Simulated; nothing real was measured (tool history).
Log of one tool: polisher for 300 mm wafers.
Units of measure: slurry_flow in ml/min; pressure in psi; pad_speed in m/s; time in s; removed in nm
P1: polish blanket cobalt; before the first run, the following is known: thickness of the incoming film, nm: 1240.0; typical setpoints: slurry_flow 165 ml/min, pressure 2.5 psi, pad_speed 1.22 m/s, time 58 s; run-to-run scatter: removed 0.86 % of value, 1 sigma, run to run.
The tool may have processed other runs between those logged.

run,day,slurry_flow,pressure,pad_speed,time,wafers polished on this pad,hours since the slurry nozzle was cleaned,hours since the head pressure was calibrated,removed
1,0.729,165,2.5,1.22,58,563,600.9,381.2,509.12
2,1.358,100,1.5,1.22,58,785,616,396.3,279.04
3,2.029,165,2.5,1.22,30,1021,632.1,412.4,260.34
4,2.679,165,2.5,1.74,58,1251,647.7,428,728.12
5,3.138,120,2.5,0.94,58,1412,658.7,439,371.26
6,3.533,165,2.5,1.22,91,1552,668.2,448.5,806.08
7,4.012,235,2.5,1.22,58,1721,679.7,460,538.6
8,4.638,165,2.5,1.22,58,1942,694.7,475,509.08
9,5.108,165,2.5,0.54,58,2108,706,486.3,230.73
10,5.721,165,2.5,1.22,58,2324,720.7,501,505.3
11,6.133,165,2.5,1.22,58,2469,730.6,510.9,505.34
12,6.804,165,1.6,1.22,58,2706,746.7,527,327.4
13,7.592,165,3.5,1.22,58,2984,765.6,545.9,714.15
14,7.954,100,2.5,1.22,58,3112,774.3,554.6,471.75
15,8.517,165,2.5,1.22,58,3310,787.8,568.1,511.34
16,8.904,165,1.5,1.86,58,3447,797.1,577.4,463.83
17,9.592,165,2.5,1.22,58,3689,813.6,593.9,511.32
18,10.221,165,2.5,1.22,58,3911,828.7,609,501.73
19,10.675,165,2.5,1.22,58,4071,839.6,619.9,488.83
20,11.425,165,2.5,1.22,58,4336,857.6,637.9,475.29
21,12.142,165,2.5,1.22,58,4589,874.8,655.1,477.17
# day 12.567: worn pad replaced by a new one
22,12.875,165,2.5,1.22,58,109,892.4,672.7,473.79
23,13.312,165,2.5,1.22,58,263,902.9,683.2,461.67
24,14.033,165,2.5,1.22,58,517,920.2,700.5,461.81

The output of P1 has drifted from where it used to be. Each of the 2 causes below, taken at the size shown beside it, accounts for the log equally well:
A: slurry flow missing at the pad, % = 36.7
B: head's pressure below its setpoint, % = 8.6
The process output started creeping at around day 9.592.
What rules out each remaining cause:
removal rate lost through wear of the pad, %: work on it at day 12.567, done after the drift set in, did not restore what the process gave before

Which of the 4 check runs listed below, each an average over 2 wafers with its results shown as question marks, gives clearly different results under the different listed causes?
check 1,14.754,165,2.5,0.86,82,,,,?
check 2,14.754,100,2.5,1.22,82,,,,?
check 3,14.754,165,3.2,0.74,58,,,,?
check 4,14.754,165,2.5,1.64,58,,,,?

Predicted outcomes, by check and by cause:
check,result,if A,if B
check 1,removed,466.31,466.4
check 2,removed,568.96,598.21
check 3,removed,363.28,363.34
check 4,removed,628.98,629.1
Per check, the gap between the least separated pair of causes, taken in the result that splits them most: check 1 0.02 %; check 2 5.01 %; check 3 0.02 %; check 4 0.02 %
Of the check runs offered, only check 2 discriminates between the causes; the rest would read about the same regardless of which cause applies.

Check 2 has now been run. It gave: removed 571.1 nm. Which of the candidate causes is it?

The cause is A: slurry flow missing at the pad, %.
